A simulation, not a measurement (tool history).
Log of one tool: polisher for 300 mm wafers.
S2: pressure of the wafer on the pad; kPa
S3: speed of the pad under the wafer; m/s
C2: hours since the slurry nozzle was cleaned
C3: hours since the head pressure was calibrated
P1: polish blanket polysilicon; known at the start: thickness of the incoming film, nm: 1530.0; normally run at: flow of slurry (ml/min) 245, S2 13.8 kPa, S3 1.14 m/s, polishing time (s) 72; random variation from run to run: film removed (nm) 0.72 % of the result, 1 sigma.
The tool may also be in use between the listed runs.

Run 1, hour 7.2: flow of slurry (ml/min) 245, S2 13.8 kPa, S3 1.14 m/s, polishing time (s) 72; wafers polished on this pad 264; C2 93.1; C3 293. Result: film removed (nm) 509.26.
Run 2, hour 13.4: flow of slurry (ml/min) 245, S2 20 kPa, S3 0.62 m/s, polishing time (s) 72; wafers polished on this pad 340; C2 99.3; C3 299.2. Result: film removed (nm) 410.06.
Run 3, hour 19.8: flow of slurry (ml/min) 145, S2 13.8 kPa, S3 1.14 m/s, polishing time (s) 72; wafers polished on this pad 418; C2 105.7; C3 305.6. Result: film removed (nm) 478.36.
Run 4, hour 25.2: flow of slurry (ml/min) 245, S2 13.8 kPa, S3 0.52 m/s, polishing time (s) 72; wafers polished on this pad 485; C2 111.1; C3 311. Result: film removed (nm) 236.73.
Run 5, hour 33.4: flow of slurry (ml/min) 245, S2 13.8 kPa, S3 1.14 m/s, polishing time (s) 72; wafers polished on this pad 586; C2 119.3; C3 319.2. Result: film removed (nm) 513.54.
Run 6, hour 38.7: flow of slurry (ml/min) 245, S2 13.8 kPa, S3 1.14 m/s, polishing time (s) 72; wafers polished on this pad 651; C2 124.6; C3 324.5. Result: film removed (nm) 521.79.
Run 7, hour 45.7: flow of slurry (ml/min) 245, S2 13.8 kPa, S3 1.14 m/s, polishing time (s) 113; wafers polished on this pad 737; C2 131.6; C3 331.5. Result: film removed (nm) 813.24.
Run 8, hour 51: flow of slurry (ml/min) 245, S2 13.8 kPa, S3 1.14 m/s, polishing time (s) 72; wafers polished on this pad 802; C2 136.9; C3 336.8. Result: film removed (nm) 511.37.
Run 9, hour 57.6: flow of slurry (ml/min) 245, S2 13.8 kPa, S3 1.14 m/s, polishing time (s) 72; wafers polished on this pad 883; C2 143.5; C3 343.4. Result: film removed (nm) 517.62.
Run 10, hour 68.3: flow of slurry (ml/min) 245, S2 13.8 kPa, S3 1.14 m/s, polishing time (s) 72; wafers polished on this pad 1015; C2 154.2; C3 354.1. Result: film removed (nm) 511.21.
Run 11, hour 76: flow of slurry (ml/min) 370, S2 20.7 kPa, S3 1.14 m/s, polishing time (s) 72; wafers polished on this pad 1109; C2 161.9; C3 361.8. Result: film removed (nm) 805.97.
Run 12, hour 86: flow of slurry (ml/min) 245, S2 13.8 kPa, S3 1.72 m/s, polishing time (s) 72; wafers polished on this pad 1232; C2 171.9; C3 371.8. Result: film removed (nm) 784.02.
Run 13, hour 96.7: flow of slurry (ml/min) 245, S2 17.9 kPa, S3 1.14 m/s, polishing time (s) 72; wafers polished on this pad 1364; C2 182.6; C3 382.5. Result: film removed (nm) 665.88.
Run 14, hour 106: flow of slurry (ml/min) 380, S2 13.8 kPa, S3 1.14 m/s, polishing time (s) 72; wafers polished on this pad 1478; C2 191.9; C3 391.8. Result: film removed (nm) 532.96.
Run 15, hour 116.8: flow of slurry (ml/min) 245, S2 8.3 kPa, S3 1.14 m/s, polishing time (s) 72; wafers polished on this pad 1611; C2 202.7; C3 402.6. Result: film removed (nm) 309.79.
Run 16, hour 125.9: flow of slurry (ml/min) 245, S2 13.8 kPa, S3 1.14 m/s, polishing time (s) 32; wafers polished on this pad 1722; C2 211.8; C3 411.7. Result: film removed (nm) 228.02.
Run 17, hour 136.3: flow of slurry (ml/min) 350, S2 13.8 kPa, S3 0.82 m/s, polishing time (s) 72; wafers polished on this pad 1850; C2 222.2; C3 422.1. Result: film removed (nm) 385.48.
Run 18, hour 145.6: flow of slurry (ml/min) 245, S2 13.8 kPa, S3 1.14 m/s, polishing time (s) 72; wafers polished on this pad 1965; C2 231.5; C3 431.4. Result: film removed (nm) 520.11.

Forecast run 19:
Run 19, hour 151.2: flow of slurry (ml/min) 245, S2 13.8 kPa, S3 1.14 m/s, polishing time (s) 72; wafers polished on this pad 2033; C2 237.1; C3 437. Result: film removed (nm) ?.

Run 19 gave film removed (nm) 510.17.

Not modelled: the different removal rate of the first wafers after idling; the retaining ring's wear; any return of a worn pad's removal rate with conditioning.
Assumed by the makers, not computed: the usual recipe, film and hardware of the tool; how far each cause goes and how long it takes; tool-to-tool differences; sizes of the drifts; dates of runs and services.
